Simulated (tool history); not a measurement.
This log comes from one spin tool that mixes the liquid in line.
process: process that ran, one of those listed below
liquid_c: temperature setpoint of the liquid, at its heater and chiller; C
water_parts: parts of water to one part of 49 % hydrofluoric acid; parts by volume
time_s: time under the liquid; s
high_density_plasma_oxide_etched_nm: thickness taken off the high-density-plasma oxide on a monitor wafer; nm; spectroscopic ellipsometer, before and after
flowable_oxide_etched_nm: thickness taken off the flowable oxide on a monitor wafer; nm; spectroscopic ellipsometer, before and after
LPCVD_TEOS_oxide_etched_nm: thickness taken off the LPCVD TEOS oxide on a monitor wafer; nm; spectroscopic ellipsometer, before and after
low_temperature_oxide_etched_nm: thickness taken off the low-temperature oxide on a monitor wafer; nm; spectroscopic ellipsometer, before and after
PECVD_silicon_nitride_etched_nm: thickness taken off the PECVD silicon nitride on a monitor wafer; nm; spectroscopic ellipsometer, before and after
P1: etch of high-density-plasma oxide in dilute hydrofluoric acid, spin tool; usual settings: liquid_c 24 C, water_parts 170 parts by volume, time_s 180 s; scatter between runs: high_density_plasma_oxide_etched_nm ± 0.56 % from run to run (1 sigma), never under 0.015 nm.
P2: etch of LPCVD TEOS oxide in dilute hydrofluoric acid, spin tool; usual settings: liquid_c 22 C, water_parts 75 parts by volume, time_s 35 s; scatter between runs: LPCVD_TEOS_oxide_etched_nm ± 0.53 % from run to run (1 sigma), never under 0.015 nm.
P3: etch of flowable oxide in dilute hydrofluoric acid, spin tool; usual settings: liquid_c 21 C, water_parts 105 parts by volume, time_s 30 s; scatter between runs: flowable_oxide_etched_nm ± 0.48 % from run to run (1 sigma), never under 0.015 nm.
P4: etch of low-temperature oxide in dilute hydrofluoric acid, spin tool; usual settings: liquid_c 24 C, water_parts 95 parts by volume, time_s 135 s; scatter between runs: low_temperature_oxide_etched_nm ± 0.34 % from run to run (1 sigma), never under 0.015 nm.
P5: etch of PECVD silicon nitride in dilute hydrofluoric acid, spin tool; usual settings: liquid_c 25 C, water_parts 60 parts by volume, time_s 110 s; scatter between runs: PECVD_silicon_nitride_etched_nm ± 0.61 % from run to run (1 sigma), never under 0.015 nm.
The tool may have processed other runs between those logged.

run	hour	process	liquid_c	water_parts	time_s	hours since the thermometer was replaced	hours since the hydrofluoric acid flow meter was replaced	high_density_plasma_oxide_etched_nm	flowable_oxide_etched_nm	LPCVD_TEOS_oxide_etched_nm	low_temperature_oxide_etched_nm	PECVD_silicon_nitride_etched_nm
1	4.3	P1	24	170	180	1389.7	275	5.5058				
2	11.8	P1	27.5	170	180	1397.2	282.5	6.3576				
3	17.7	P3	21	65	30	1403.1	288.4		22.057			
4	25.5	P2	22	75	15	1410.9	296.2			5.8057		
5	33	P4	31	95	135	1418.4	303.7				62.296	
6	39.4	P1	24	170	180	1424.8	310.1	5.5572				
7	43.2	P5	25	20	110	1428.6	313.9					13.304
8	47.9	P1	17.5	170	180	1433.3	318.6	4.3075				
9	52.9	P1	24	170	270	1438.3	323.6	8.2666				
10	58	P2	22	75	35	1443.4	328.7			13.301		
11	61.7	P4	24	95	260	1447.1	332.4				91.65	
12	66.8	P5	25	60	110	1452.2	337.5					4.5795
13	73.2	P4	24	175	135	1458.6	343.9				23.493	
14	80.9	P1	24	170	15	1466.3	351.6	0.46581				
15	88.6	P1	24	170	180	1474	359.3	5.6065				
16	94.8	P1	24	170	180	1480.2	365.5	5.6002				
17	101.5	P5	32	60	110	1486.9	372.2					7.2072
# hour 103.5: hydrofluoric acid flow meter replaced
18	105.6	P3	21	105	15	1491	2.2		6.5339			
19	111.6	P3	21	105	30	1497	8.2		13.065			
20	119.6	P1	29	170	335	1505	16.2	12.557				
21	126	P2	22	20	35	1511.4	22.6			53.697		
22	133.9	P1	24	170	180	1519.3	30.5	5.5802				
23	139.2	P4	24	95	135	1524.6	35.8				47.507	
24	145.1	P1	24	170	180	1530.5	41.7	5.5867				
25	151.9	P5	25	60	20	1537.3	48.5					0.85183
26	158	P1	24	55	180	1543.4	54.6	19.729				
27	163	P3	27.5	105	30	1548.4	59.6		17.064			
28	169.9	P2	30	75	35	1555.3	66.5			18.483		
29	176.1	P1	24	285	180	1561.5	72.7	2.9425				
30	182.8	P4	24	95	135	1568.2	79.4				47.513	
31	189.2	P1	24	170	180	1574.6	85.8	5.5274				
32	197.2	P1	24	170	180	1582.6	93.8	5.5346				
33	203.9	P1	24	170	180	1589.3	100.5	5.4162				
34	210.2	P1	24	170	180	1595.6	106.8	5.3537				
35	216.7	P1	24	170	180	1602.1	113.3	5.3144				
36	221.9	P1	24	170	180	1607.3	118.5	5.3246				
37	229.8	P1	24	170	180	1615.2	126.4	5.2634				
38	235.9	P1	24	170	180	1621.3	132.5	5.1721				
39	241.4	P1	24	170	180	1626.8	138	5.223				
40	245.2	P1	24	170	180	1630.6	141.8	5.2394				

P1 has crept away from where it was. The log is fitted equally well by each of these 2 causes, at the sizes shown:
A: hydrofluoric acid flow below the setpoint (%) = 4.73
B: liquid colder than its thermometer reads (K) = 1.53
The onset of the drift is placed at about hour 197.2.

4 check runs are offered, each on 3 wafers whose results are averaged, their results left as question marks. Which one tells the causes apart?
check 1	249	P4	24	170	255						?	
check 2	249	P2	28	75	15					?		
check 3	249	P5	30.5	60	25							?
check 4	249	P3	27	105	15				?			

What each check would give under each cause:
check	result	if A	if B
check 1	low_temperature_oxide_etched_nm	43.464	43.449
check 2	LPCVD_TEOS_oxide_etched_nm	6.9276	6.883
check 3	PECVD_silicon_nitride_etched_nm	1.4179	1.3487
check 4	flowable_oxide_etched_nm	7.8681	7.8371
Smallest distance between any two causes, each pair judged by its most separating result, in per cent: check 1 0.03 %; check 2 0.64 %; check 3 5 %; check 4 0.39 %
The causes can be told apart only by check 3. The other checks would give nearly the same results under each of them.

Check 3 has now been run. It gave: PECVD_silicon_nitride_etched_nm 1.4267 nm. Which of the candidate causes is it?

The cause is A: hydrofluoric acid flow below the setpoint (%).
